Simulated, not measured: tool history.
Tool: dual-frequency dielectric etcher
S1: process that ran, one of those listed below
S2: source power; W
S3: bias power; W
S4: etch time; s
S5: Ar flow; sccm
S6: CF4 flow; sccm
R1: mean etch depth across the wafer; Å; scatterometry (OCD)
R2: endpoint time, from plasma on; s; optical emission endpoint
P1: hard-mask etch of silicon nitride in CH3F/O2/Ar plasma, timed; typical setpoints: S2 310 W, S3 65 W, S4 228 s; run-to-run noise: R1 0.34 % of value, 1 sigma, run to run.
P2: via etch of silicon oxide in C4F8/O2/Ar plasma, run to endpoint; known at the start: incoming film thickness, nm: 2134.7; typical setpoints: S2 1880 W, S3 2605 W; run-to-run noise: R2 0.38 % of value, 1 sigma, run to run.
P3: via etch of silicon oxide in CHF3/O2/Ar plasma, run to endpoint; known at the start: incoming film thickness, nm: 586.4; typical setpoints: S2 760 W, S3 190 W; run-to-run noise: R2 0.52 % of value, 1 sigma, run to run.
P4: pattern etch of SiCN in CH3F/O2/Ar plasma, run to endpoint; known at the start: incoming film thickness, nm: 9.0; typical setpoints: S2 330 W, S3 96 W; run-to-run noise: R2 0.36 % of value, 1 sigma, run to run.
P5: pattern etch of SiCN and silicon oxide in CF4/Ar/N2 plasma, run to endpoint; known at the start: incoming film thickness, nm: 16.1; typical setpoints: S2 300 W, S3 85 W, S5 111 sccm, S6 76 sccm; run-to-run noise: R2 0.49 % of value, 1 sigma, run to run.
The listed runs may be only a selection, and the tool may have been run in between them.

run,hour,S1,S2,S3,S4,S5,S6,R1,R2
1,5.1,P1,310,65,228,,,1395.7,
2,9.7,P5,300,85,,111,76,,25.524
3,17.1,P5,360,85,,111,76,,21.747
4,24.4,P4,330,96,,,,,24.351
5,30.3,P3,760,190,,,,,262.98
6,33.7,P5,300,85,,147,76,,26.665
7,37.6,P3,760,270,,,,,232.79
8,43.4,P2,1880,2605,,,,,390.15
9,46.9,P1,310,65,144,,,880.7,
10,52.8,P1,310,65,228,,,1399.1,
11,57.2,P1,310,85,228,,,1538.3,
12,62.6,P3,580,190,,,,,290.25
13,67.3,P5,300,111,,111,76,,23.317
14,71.9,P1,180,65,228,,,1144.9,
15,75.5,P2,1160,2605,,,,,468.91
16,80.2,P1,390,44,228,,,1343.2,
17,84.3,P1,310,65,295,,,1801.4,
18,90.8,P2,1880,3283,,,,,358.32
19,96,P1,410,65,228,,,1551.2,
20,103.4,P2,1880,2605,,,,,386.75
21,107.7,P4,330,125,,,,,21.812
22,115,P1,310,65,228,,,1394.7,
23,119.5,P1,310,83,326.5,,,2187.7,
24,124.6,P1,310,40,228,,,1197,
25,128.6,P4,460,96,,,,,21.372
26,132.4,P1,310,65,228,,,1396.9,
27,138.9,P5,300,85,,111,46,,27.643
28,145.2,P5,300,85,,111,76,,25.59
29,150.1,P1,310,65,228,,,1396.9,
30,155.6,P1,310,65,228,,,1387.9,
31,159,P1,310,65,228,,,1373.6,
32,165.9,P1,310,65,228,,,1384.1,
# hour 167.7: wet clean of the chamber
33,169.2,P1,310,65,228,,,1371.7,
34,175.3,P1,310,65,228,,,1374.6,
35,181.6,P1,310,65,228,,,1370.9,

The log shows P1 creeping away from where it was. Any of the 2 causes listed here, at the size stated for it, fits the log just as well as the others:
A: source power that arrives under what is set, % = 4.38
B: bias power that arrives under what is set, % = 4.87
At approximately hour 150.1, the process output began to creep.
Ruled out, with reasons:
chamber walls in a state that lowers the etch rate, %: serviced at hour 167.7, after the change had begun; the process did not return to its earlier output

Which of the check runs below tells the causes apart, meaning the causes would give it clearly different results? Each run uses 3 wafers whose results are averaged, and each result is shown as a question mark.
check 1,187.9,P3,620,246,,,,,?
check 2,187.9,P4,330,120,,,,,?
check 3,187.9,P5,300,110,,111,76,,?
check 4,187.9,P2,1880,3265,,,,,?

How each check would come out, cause by cause:
check,result,if A,if B
check 1,R2,263.78,264
check 2,R2,22.542,22.615
check 3,R2,24.218,23.732
check 4,R2,367.58,367
Per check, the gap between the least separated pair of causes, taken in the result that splits them most: check 1 0.08 %; check 2 0.32 %; check 3 2.03 %; check 4 0.16 %
The other checks would show nearly matching results whichever cause is true, so check 3 is the only one that separates the causes.

Here is what check 3 returned: R2 23.778 s. Which cause is it?

It was cause B: bias power that arrives under what is set, %.
